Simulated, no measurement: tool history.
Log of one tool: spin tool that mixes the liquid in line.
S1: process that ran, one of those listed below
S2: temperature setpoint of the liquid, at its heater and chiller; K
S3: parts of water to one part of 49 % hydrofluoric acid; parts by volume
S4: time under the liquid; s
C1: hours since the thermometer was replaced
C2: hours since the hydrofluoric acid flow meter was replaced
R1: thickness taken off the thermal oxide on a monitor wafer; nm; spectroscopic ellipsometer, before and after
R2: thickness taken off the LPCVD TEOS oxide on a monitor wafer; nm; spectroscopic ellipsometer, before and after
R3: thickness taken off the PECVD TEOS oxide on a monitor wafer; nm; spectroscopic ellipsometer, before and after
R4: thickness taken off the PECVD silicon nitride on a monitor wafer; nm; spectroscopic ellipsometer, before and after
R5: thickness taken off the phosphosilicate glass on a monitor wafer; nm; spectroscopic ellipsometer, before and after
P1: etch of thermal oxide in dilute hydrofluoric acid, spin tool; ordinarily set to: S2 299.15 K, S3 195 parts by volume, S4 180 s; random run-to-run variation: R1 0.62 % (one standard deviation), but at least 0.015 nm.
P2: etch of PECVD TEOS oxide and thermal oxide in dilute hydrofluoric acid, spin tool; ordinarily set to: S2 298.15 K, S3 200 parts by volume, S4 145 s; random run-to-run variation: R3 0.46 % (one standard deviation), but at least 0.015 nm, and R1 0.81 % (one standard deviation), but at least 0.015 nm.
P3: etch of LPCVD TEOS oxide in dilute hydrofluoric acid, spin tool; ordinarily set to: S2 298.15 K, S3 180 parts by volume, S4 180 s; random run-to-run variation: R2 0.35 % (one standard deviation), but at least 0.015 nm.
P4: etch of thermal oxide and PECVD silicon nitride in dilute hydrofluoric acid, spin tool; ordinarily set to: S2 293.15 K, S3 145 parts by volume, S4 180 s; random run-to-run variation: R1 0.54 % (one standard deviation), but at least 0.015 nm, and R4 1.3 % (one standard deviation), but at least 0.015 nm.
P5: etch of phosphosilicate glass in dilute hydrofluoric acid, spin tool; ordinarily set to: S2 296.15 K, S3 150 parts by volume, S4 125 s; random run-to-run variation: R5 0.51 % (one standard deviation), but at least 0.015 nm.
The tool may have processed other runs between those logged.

{"run": 1, "hour": 14.1, "S1": "P1", "S2": 299.15, "S3": 195, "S4": 180, "C1": 1116.8, "C2": 517.5, "R1": 4.2568}
{"run": 2, "hour": 28.1, "S1": "P1", "S2": 299.15, "S3": 115, "S4": 295, "C1": 1130.8, "C2": 531.5, "R1": 13.243}
{"run": 3, "hour": 44.5, "S1": "P3", "S2": 298.15, "S3": 180, "S4": 180, "C1": 1147.2, "C2": 547.9, "R2": 16.769}
{"run": 4, "hour": 58.9, "S1": "P2", "S2": 298.15, "S3": 200, "S4": 145, "C1": 1161.6, "C2": 562.3, "R1": 3.1223, "R3": 13.449}
{"run": 5, "hour": 68.6, "S1": "P1", "S2": 299.15, "S3": 195, "S4": 30, "C1": 1171.3, "C2": 572, "R1": 0.70145}
{"run": 6, "hour": 82.8, "S1": "P4", "S2": 293.15, "S3": 145, "S4": 85, "C1": 1185.5, "C2": 586.2, "R1": 2.2559, "R4": 0.76749}
{"run": 7, "hour": 91.3, "S1": "P2", "S2": 298.15, "S3": 45, "S4": 145, "C1": 1194, "C2": 594.7, "R1": 16.764, "R3": 72.259}
{"run": 8, "hour": 104.4, "S1": "P4", "S2": 298.65, "S3": 145, "S4": 180, "C1": 1207.1, "C2": 607.8, "R1": 5.9208, "R4": 2.3494}
{"run": 9, "hour": 117.3, "S1": "P1", "S2": 299.15, "S3": 195, "S4": 355, "C1": 1220, "C2": 620.7, "R1": 8.4021}
{"run": 10, "hour": 128.7, "S1": "P1", "S2": 299.15, "S3": 195, "S4": 180, "C1": 1231.4, "C2": 632.1, "R1": 4.3711}
{"run": 11, "hour": 141.8, "S1": "P2", "S2": 298.15, "S3": 200, "S4": 15, "C1": 1244.5, "C2": 645.2, "R1": 0.3099, "R3": 1.3804}
{"run": 12, "hour": 152.0, "S1": "P4", "S2": 293.15, "S3": 145, "S4": 180, "C1": 1254.7, "C2": 655.4, "R1": 4.7994, "R4": 1.6357}
{"run": 13, "hour": 165.6, "S1": "P3", "S2": 298.15, "S3": 180, "S4": 180, "C1": 1268.3, "C2": 669, "R2": 16.603}
{"run": 14, "hour": 176.9, "S1": "P1", "S2": 299.15, "S3": 120, "S4": 180, "C1": 1279.6, "C2": 680.3, "R1": 7.579}
{"run": 15, "hour": 192.3, "S1": "P1", "S2": 292.15, "S3": 195, "S4": 180, "C1": 1295, "C2": 695.7, "R1": 3.3452}
{"run": 16, "hour": 200.0, "S1": "P1", "S2": 299.15, "S3": 195, "S4": 180, "C1": 1302.7, "C2": 703.4, "R1": 4.298}
{"run": 17, "hour": 210.7, "S1": "P4", "S2": 293.15, "S3": 145, "S4": 180, "C1": 1313.4, "C2": 714.1, "R1": 4.7862, "R4": 1.6199}
{"run": 18, "hour": 223.6, "S1": "P3", "S2": 298.15, "S3": 60, "S4": 180, "C1": 1326.3, "C2": 727, "R2": 58.272}
{"run": 19, "hour": 234.4, "S1": "P1", "S2": 295.15, "S3": 335, "S4": 180, "C1": 1337.1, "C2": 737.8, "R1": 1.8825}
{"run": 20, "hour": 247.0, "S1": "P5", "S2": 296.15, "S3": 255, "S4": 125, "C1": 1349.7, "C2": 750.4, "R5": 29.031}
{"run": 21, "hour": 257.7, "S1": "P2", "S2": 306.15, "S3": 200, "S4": 145, "C1": 1360.4, "C2": 761.1, "R1": 4.185, "R3": 17.767}
{"run": 22, "hour": 266.7, "S1": "P3", "S2": 293.65, "S3": 180, "S4": 180, "C1": 1369.4, "C2": 770.1, "R2": 14.129}
{"run": 23, "hour": 282.6, "S1": "P4", "S2": 293.15, "S3": 65, "S4": 180, "C1": 1385.3, "C2": 786, "R1": 11.623, "R4": 3.5652}
{"run": 24, "hour": 293.9, "S1": "P5", "S2": 296.15, "S3": 150, "S4": 60, "C1": 1396.6, "C2": 797.3, "R5": 26.791}
{"run": 25, "hour": 307.8, "S1": "P1", "S2": 299.15, "S3": 195, "S4": 180, "C1": 1410.5, "C2": 811.2, "R1": 4.2993}
{"run": 26, "hour": 323.6, "S1": "P5", "S2": 296.15, "S3": 150, "S4": 125, "C1": 1426.3, "C2": 827, "R5": 56.109}
{"run": 27, "hour": 334.7, "S1": "P5", "S2": 290.15, "S3": 150, "S4": 125, "C1": 1437.4, "C2": 838.1, "R5": 44.045}
{"run": 28, "hour": 345.3, "S1": "P1", "S2": 306.65, "S3": 195, "S4": 180, "C1": 1448, "C2": 848.7, "R1": 5.6678}
{"run": 29, "hour": 354.8, "S1": "P3", "S2": 298.15, "S3": 180, "S4": 355, "C1": 1457.5, "C2": 858.2, "R2": 32.794}
{"run": 30, "hour": 364.8, "S1": "P1", "S2": 299.15, "S3": 330, "S4": 180, "C1": 1467.5, "C2": 868.2, "R1": 2.2231}
{"run": 31, "hour": 380.5, "S1": "P1", "S2": 299.15, "S3": 195, "S4": 180, "C1": 1483.2, "C2": 883.9, "R1": 4.2794}
{"run": 32, "hour": 395.6, "S1": "P1", "S2": 299.15, "S3": 195, "S4": 180, "C1": 1498.3, "C2": 899, "R1": 4.1501}
{"run": 33, "hour": 410.8, "S1": "P1", "S2": 299.15, "S3": 195, "S4": 180, "C1": 1513.5, "C2": 914.2, "R1": 4.1058}
{"run": 34, "hour": 425.3, "S1": "P1", "S2": 299.15, "S3": 195, "S4": 180, "C1": 1528, "C2": 928.7, "R1": 4.0324}
{"run": 35, "hour": 436.6, "S1": "P1", "S2": 299.15, "S3": 195, "S4": 180, "C1": 1539.3, "C2": 940, "R1": 3.9885}
{"run": 36, "hour": 444.0, "S1": "P1", "S2": 299.15, "S3": 195, "S4": 180, "C1": 1546.7, "C2": 947.4, "R1": 3.9612}
{"run": 37, "hour": 459.0, "S1": "P1", "S2": 299.15, "S3": 195, "S4": 180, "C1": 1561.7, "C2": 962.4, "R1": 3.9798}

P1 has crept away from where it was. The log is fitted equally well by each of these 2 causes, at the sizes shown:
A: hydrofluoric acid flow below the setpoint (%) = 6.09
B: liquid colder than its thermometer reads (K) = 2.1
The drift started at roughly hour 380.5.

The list below offers 4 check runs, each averaging the results of 2 wafers, and shows each result as a question mark. For which of them would the listed causes give clearly different results?
{"run": "check 1", "hour": 474.0, "S1": "P5", "S2": 291.15, "S3": 220, "S4": 125, "R5": "?"}
{"run": "check 2", "hour": 474.0, "S1": "P4", "S2": 293.15, "S3": 70, "S4": 100, "R1": "?", "R4": "?"}
{"run": "check 3", "hour": 474.0, "S1": "P2", "S2": 305.65, "S3": 200, "S4": 30, "R1": "?", "R3": "?"}
{"run": "check 4", "hour": 474.0, "S1": "P3", "S2": 298.15, "S3": 180, "S4": 320, "R2": "?"}

Predicted outcomes, by check and by cause:
check=check_1 result=R5 if_A=26.965 if_B=26.775
check=check_2 result=R1 if_A=5.5803 if_B=5.4664
check=check_2 result=R4 if_A=1.7342 if_B=1.5936
check=check_3 result=R1 if_A=0.77146 if_B=0.77772
check=check_3 result=R3 if_A=3.3608 if_B=3.388
check=check_4 result=R2 if_A=27.481 if_B=27.404
Distance between the nearest two causes, measured in the result of the check that separates them most: check 1 0.71 %; check 2 8.46 %; check 3 0.81 %; check 4 0.28 %
Check 2 distinguishes between the causes, while the remaining checks would return nearly the same result for all of them.

After running check 2, the following was obtained: R1 5.4745 nm; R4 1.5604 nm. Which cause does this point to?

The cause is B: liquid colder than its thermometer reads (K).

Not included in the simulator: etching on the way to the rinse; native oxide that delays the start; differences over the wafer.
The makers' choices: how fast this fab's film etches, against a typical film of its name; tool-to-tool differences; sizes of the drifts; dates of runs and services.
